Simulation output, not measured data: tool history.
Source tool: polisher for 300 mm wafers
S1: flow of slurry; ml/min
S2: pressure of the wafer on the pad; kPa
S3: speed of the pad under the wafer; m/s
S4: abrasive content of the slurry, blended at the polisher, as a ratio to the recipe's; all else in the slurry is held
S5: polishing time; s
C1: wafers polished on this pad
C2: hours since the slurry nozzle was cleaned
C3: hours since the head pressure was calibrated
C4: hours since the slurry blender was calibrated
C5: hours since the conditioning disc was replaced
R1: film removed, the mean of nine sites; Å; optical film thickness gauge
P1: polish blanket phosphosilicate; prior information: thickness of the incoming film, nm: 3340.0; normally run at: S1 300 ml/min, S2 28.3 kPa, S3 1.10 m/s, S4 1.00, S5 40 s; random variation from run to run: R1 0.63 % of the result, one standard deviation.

run 1 hour=4.8 | S1=300 S2=28.3 S3=1.10 S4=1.00 S5=40 | C1=1009 C2=340.5 C3=483.1 C4=113.2 C5=146.8 | R1=5298.0
run 2 hour=8.2 | S1=300 S2=28.3 S3=1.10 S4=1.00 S5=40 | C1=1038 C2=343.9 C3=486.5 C4=116.6 C5=150.2 | R1=5313.4
run 3 hour=13.1 | S1=180 S2=28.3 S3=1.10 S4=1.00 S5=40 | C1=1080 C2=348.8 C3=491.4 C4=121.5 C5=155.1 | R1=5010.5
run 4 hour=18.4 | S1=300 S2=28.3 S3=1.10 S4=1.00 S5=56 | C1=1125 C2=354.1 C3=496.7 C4=126.8 C5=160.4 | R1=7446.3
run 5 hour=23.6 | S1=300 S2=28.3 S3=1.10 S4=1.00 S5=18 | C1=1170 C2=359.3 C3=501.9 C4=132.0 C5=165.6 | R1=2391.4
-- hour=25.9 slurry nozzle cleaned
run 6 hour=27.8 | S1=300 S2=28.3 S3=0.66 S4=1.00 S5=40 | C1=1206 C2=2.0 C3=506.1 C4=136.2 C5=169.8 | R1=3549.2
run 7 hour=31.7 | S1=300 S2=28.3 S3=1.10 S4=1.00 S5=40 | C1=1240 C2=5.9 C3=510.0 C4=140.1 C5=173.7 | R1=5360.4
run 8 hour=34.6 | S1=300 S2=40.7 S3=1.10 S4=1.00 S5=40 | C1=1264 C2=8.8 C3=512.9 C4=143.0 C5=176.6 | R1=7631.9
run 9 hour=39.2 | S1=300 S2=28.3 S3=1.10 S4=0.55 S5=40 | C1=1304 C2=13.4 C3=517.5 C4=147.6 C5=181.2 | R1=3909.1
run 10 hour=42.1 | S1=300 S2=16.5 S3=1.10 S4=1.00 S5=40 | C1=1329 C2=16.3 C3=520.4 C4=150.5 C5=184.1 | R1=3078.3
-- hour=45.1 slurry blender recalibrated
run 11 hour=46.2 | S1=225 S2=28.3 S3=1.66 S4=1.00 S5=40 | C1=1364 C2=20.4 C3=524.5 C4=1.1 C5=188.2 | R1=7189.6
run 12 hour=51.7 | S1=300 S2=28.3 S3=1.10 S4=1.00 S5=40 | C1=1411 C2=25.9 C3=530.0 C4=6.6 C5=193.7 | R1=5400.4
run 13 hour=55.3 | S1=300 S2=28.3 S3=1.40 S4=1.00 S5=40 | C1=1442 C2=29.5 C3=533.6 C4=10.2 C5=197.3 | R1=6492.3
run 14 hour=59.7 | S1=300 S2=28.3 S3=1.10 S4=1.30 S5=40 | C1=1480 C2=33.9 C3=538.0 C4=14.6 C5=201.7 | R1=5973.2
run 15 hour=64.0 | S1=410 S2=28.3 S3=1.10 S4=1.00 S5=40 | C1=1517 C2=38.2 C3=542.3 C4=18.9 C5=206.0 | R1=5403.9
run 16 hour=67.3 | S1=300 S2=28.3 S3=1.52 S4=1.35 S5=40 | C1=1545 C2=41.5 C3=545.6 C4=22.2 C5=209.3 | R1=7875.7
run 17 hour=72.3 | S1=300 S2=28.3 S3=1.10 S4=1.00 S5=40 | C1=1588 C2=46.5 C3=550.6 C4=27.2 C5=214.3 | R1=5279.3
run 18 hour=77.3 | S1=300 S2=28.3 S3=1.10 S4=1.00 S5=40 | C1=1631 C2=51.5 C3=555.6 C4=32.2 C5=219.3 | R1=5285.5
run 19 hour=82.4 | S1=300 S2=28.3 S3=1.10 S4=1.00 S5=40 | C1=1674 C2=56.6 C3=560.7 C4=37.3 C5=224.4 | R1=5201.9
run 20 hour=85.9 | S1=300 S2=28.3 S3=1.10 S4=1.00 S5=40 | C1=1704 C2=60.1 C3=564.2 C4=40.8 C5=227.9 | R1=5113.8
run 21 hour=91.2 | S1=300 S2=28.3 S3=1.10 S4=1.00 S5=40 | C1=1750 C2=65.4 C3=569.5 C4=46.1 C5=233.2 | R1=5016.6
run 22 hour=97.1 | S1=300 S2=28.3 S3=1.10 S4=1.00 S5=40 | C1=1801 C2=71.3 C3=575.4 C4=52.0 C5=239.1 | R1=4966.7
-- hour=97.3 head pressure recalibrated
run 23 hour=102.6 | S1=300 S2=28.3 S3=1.10 S4=1.00 S5=40 | C1=1848 C2=76.8 C3=5.4 C4=57.5 C5=244.6 | R1=4881.9
-- hour=104.9 slurry nozzle cleaned
-- hour=105.1 conditioning disc replaced and pad reconditioned
run 24 hour=108.7 | S1=300 S2=28.3 S3=1.10 S4=1.00 S5=40 | C1=1900 C2=3.8 C3=11.5 C4=63.6 C5=3.7 | R1=4913.3
run 25 hour=112.9 | S1=300 S2=28.3 S3=1.10 S4=1.00 S5=40 | C1=1936 C2=8.0 C3=15.7 C4=67.8 C5=7.9 | R1=4897.8
run 26 hour=117.1 | S1=300 S2=28.3 S3=1.10 S4=1.00 S5=40 | C1=1972 C2=12.2 C3=19.9 C4=72.0 C5=12.1 | R1=4923.4

What P1 gives has crept away from where it was. These 2 causes fit the log equally well, each at the size given:
A: removal rate lost through wear of the pad, % = 7.97
B: abrasive missing from the slurry, % = 16
The creep began at about hour 77.3.
The rest of the possible causes, and what rules out each one:
slurry flow missing at the pad, %: its service at hour 104.9 followed the start of the drift and did not put the process back to its old value
head's pressure below its setpoint, %: its service at hour 97.3 followed the start of the drift and did not put the process back to its old value
time polished since the conditioner stopped cutting, s: its service at hour 105.1 followed the start of the drift and did not put the process back to its old value

Of the 4 check runs below, each run on 5 wafers with the results averaged and each result still a question mark, which one would tell the listed causes apart?
run check 1 hour=121.3 | S1=190 S2=28.3 S3=1.10 S4=1.00 S5=22 | R1=?
run check 2 hour=121.3 | S1=405 S2=17.9 S3=1.10 S4=1.00 S5=40 | R1=?
run check 3 hour=121.3 | S1=380 S2=28.3 S3=1.10 S4=0.60 S5=40 | R1=?
run check 4 hour=121.3 | S1=300 S2=28.3 S3=0.70 S4=1.00 S5=40 | R1=?

What each check would give under each cause:
check=check_1 result=R1 if_A=2563.2 if_B=2563.3
check=check_2 result=R1 if_A=3183.8 if_B=3183.9
check=check_3 result=R1 if_A=3836.2 if_B=3752.8
check=check_4 result=R1 if_A=3416.7 if_B=3416.8
Minimum pairwise separation of causes per check, each pair taken at its best-separating result: check 1 0 %; check 2 0 %; check 3 2.2 %; check 4 0 %
Of the check runs offered, only check 3 discriminates between the causes; the rest would read about the same regardless of which cause applies.

With check 3 done, the readings were: R1 3757.6 Å. Identify which of the listed causes applies.

The cause is B: abrasive missing from the slurry, %.

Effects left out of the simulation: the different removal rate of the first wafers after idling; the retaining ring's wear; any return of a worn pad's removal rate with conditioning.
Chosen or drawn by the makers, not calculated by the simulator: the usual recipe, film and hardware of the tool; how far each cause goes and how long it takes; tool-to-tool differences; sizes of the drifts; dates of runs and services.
